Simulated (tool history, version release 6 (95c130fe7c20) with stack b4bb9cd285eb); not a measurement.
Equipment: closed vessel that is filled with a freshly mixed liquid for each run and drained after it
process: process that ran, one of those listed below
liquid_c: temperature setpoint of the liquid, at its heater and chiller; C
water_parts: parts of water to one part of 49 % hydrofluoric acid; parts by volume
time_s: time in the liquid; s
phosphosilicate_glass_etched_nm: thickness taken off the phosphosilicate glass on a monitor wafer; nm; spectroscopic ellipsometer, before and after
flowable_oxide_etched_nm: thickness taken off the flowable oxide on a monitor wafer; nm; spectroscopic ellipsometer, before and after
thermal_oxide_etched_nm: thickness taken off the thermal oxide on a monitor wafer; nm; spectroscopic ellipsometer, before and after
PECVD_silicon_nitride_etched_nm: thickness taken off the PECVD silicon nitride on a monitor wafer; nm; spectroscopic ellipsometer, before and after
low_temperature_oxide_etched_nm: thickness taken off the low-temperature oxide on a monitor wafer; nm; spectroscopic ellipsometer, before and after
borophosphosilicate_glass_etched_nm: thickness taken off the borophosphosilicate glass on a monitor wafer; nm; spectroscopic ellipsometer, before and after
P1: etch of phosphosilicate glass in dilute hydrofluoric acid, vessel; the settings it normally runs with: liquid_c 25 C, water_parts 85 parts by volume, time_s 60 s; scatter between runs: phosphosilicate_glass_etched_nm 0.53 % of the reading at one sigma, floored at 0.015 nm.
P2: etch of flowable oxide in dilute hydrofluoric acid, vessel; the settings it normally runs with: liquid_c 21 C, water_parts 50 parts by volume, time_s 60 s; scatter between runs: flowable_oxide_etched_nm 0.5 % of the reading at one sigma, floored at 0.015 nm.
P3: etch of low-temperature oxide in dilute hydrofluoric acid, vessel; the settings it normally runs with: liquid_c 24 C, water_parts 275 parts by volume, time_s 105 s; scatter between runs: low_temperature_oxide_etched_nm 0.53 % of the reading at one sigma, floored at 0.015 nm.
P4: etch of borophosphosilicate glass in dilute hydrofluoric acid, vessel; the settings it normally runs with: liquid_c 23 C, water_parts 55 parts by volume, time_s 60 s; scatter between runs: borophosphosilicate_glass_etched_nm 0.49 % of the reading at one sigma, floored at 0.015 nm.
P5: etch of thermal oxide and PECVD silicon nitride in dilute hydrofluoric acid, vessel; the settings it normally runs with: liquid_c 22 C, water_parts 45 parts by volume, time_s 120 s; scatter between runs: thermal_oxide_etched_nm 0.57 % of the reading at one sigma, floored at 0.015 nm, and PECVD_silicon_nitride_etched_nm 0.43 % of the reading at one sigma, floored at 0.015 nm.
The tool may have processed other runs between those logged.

run,hour,process,liquid_c,water_parts,time_s,hours since the thermometer was replaced,hours since the hydrofluoric acid flow meter was replaced,phosphosilicate_glass_etched_nm,flowable_oxide_etched_nm,thermal_oxide_etched_nm,PECVD_silicon_nitride_etched_nm,low_temperature_oxide_etched_nm,borophosphosilicate_glass_etched_nm
1,4.7,P1,25,85,60,328.2,192.3,122.51,,,,,
2,13.5,P2,21,50,115,337,201.1,,132.48,,,,
3,21.8,P2,21,50,60,345.3,209.4,,68.285,,,,
4,28.4,P5,22,45,120,351.9,216,,,11.3,6.5391,,
5,37,P1,25,85,85,360.5,224.6,173.28,,,,,
6,41.1,P3,24,275,105,364.6,228.7,,,,,5.701,
7,45.5,P1,25,85,60,369,233.1,123,,,,,
8,54.1,P4,23,55,60,377.6,241.7,,,,,,27.556
9,63.3,P1,25,125,30,386.8,250.9,39.481,,,,,
10,68.4,P2,21,50,60,391.9,256,,68.456,,,,
11,75.7,P5,22,45,235,399.2,263.3,,,22.142,12.681,,
12,83.2,P1,25,85,60,406.7,270.8,123.59,,,,,
13,89.7,P1,29,85,60,413.2,277.3,142.76,,,,,
14,94.6,P1,25,25,95,418.1,282.2,718.99,,,,,
15,102.8,P3,24,275,30,426.3,290.4,,,,,1.6357,
16,107.7,P3,24,40,105,431.2,295.3,,,,,51.076,
17,117.1,P5,22,70,120,440.6,304.7,,,7.0657,4.1943,,
18,121.2,P1,25,85,60,444.7,308.8,122.31,,,,,
19,129.8,P1,18,85,60,453.3,317.4,92.077,,,,,
20,135.1,P1,33,110,60,458.6,322.7,124.61,,,,,
21,141,P2,21,30,60,464.5,328.6,,118.27,,,,
22,149.4,P2,28,50,60,472.9,337,,90.176,,,,
23,154.2,P4,23,55,95,477.7,341.8,,,,,,43.318
24,161.8,P1,25,115,60,485.3,349.4,87.299,,,,,
25,170.5,P1,25,45,60,494,358.1,244.8,,,,,
26,178.1,P3,18.5,275,105,501.6,365.7,,,,,4.6445,
# hour 184: hydrofluoric acid flow meter replaced
27,184.1,P4,17,55,60,507.6,0.2,,,,,,21.225
28,191.2,P4,23,95,60,514.7,7.3,,,,,,15.039
29,198.6,P1,25,85,60,522.1,14.7,122.84,,,,,
30,205.4,P5,26.5,45,120,528.9,21.5,,,13.505,8.8019,,
31,211.1,P1,25,85,30,534.6,27.2,60.886,,,,,
32,217.8,P1,25,85,60,541.3,33.9,122.67,,,,,
33,225.9,P1,25,85,60,549.4,42,117.81,,,,,
34,231.1,P1,25,85,60,554.6,47.2,115.93,,,,,
35,235.9,P1,25,85,60,559.4,52,115.17,,,,,
36,242.8,P1,25,85,60,566.3,58.9,112.9,,,,,
37,247,P1,25,85,60,570.5,63.1,112.12,,,,,
38,255.4,P1,25,85,60,578.9,71.5,111.69,,,,,
39,260.1,P1,25,85,60,583.6,76.2,112.92,,,,,
40,266.5,P1,25,85,60,590,82.6,111.92,,,,,
41,274.7,P1,25,85,60,598.2,90.8,111.21,,,,,

The output of P1 has drifted from where it used to be. Each of the 2 causes below, taken at the size shown beside it, accounts for the log equally well:
A: liquid colder than its thermometer reads (K) = 2.21
B: hydrofluoric acid flow below the setpoint (%) = 7.62
Onset of the creep was near hour 217.8.

Below are 4 check runs, each on a single wafer, with their results shown as question marks. Which of them would tell the listed causes apart, meaning the causes would give clearly different results under it?
check 1,282.9,P5,22,70,120,,,,,?,?,,
check 2,282.9,P2,26,50,110,,,,?,,,,
check 3,282.9,P3,24,70,30,,,,,,,?,
check 4,282.9,P4,19,55,60,,,,,,,,?

What each check would give under each cause:
check,result,if A,if B
check 1,thermal_oxide_etched_nm,6.4291,6.4655
check 1,PECVD_silicon_nitride_etched_nm,3.6306,3.908
check 2,flowable_oxide_etched_nm,140.95,141.72
check 3,low_temperature_oxide_etched_nm,7.3707,7.3986
check 4,borophosphosilicate_glass_etched_nm,21.162,21.386
Per-check spread between the two closest causes, in the result where they differ most: check 1 7.36 %; check 2 0.54 %; check 3 0.38 %; check 4 1.05 %
Only check 1 tells the causes apart: in the others they would give nearly the same result.

Running check 1 produced the following: thermal_oxide_etched_nm 6.5295 nm; PECVD_silicon_nitride_etched_nm 3.9068 nm. Which one of the listed causes fits?

The cause is B: hydrofluoric acid flow below the setpoint (%).
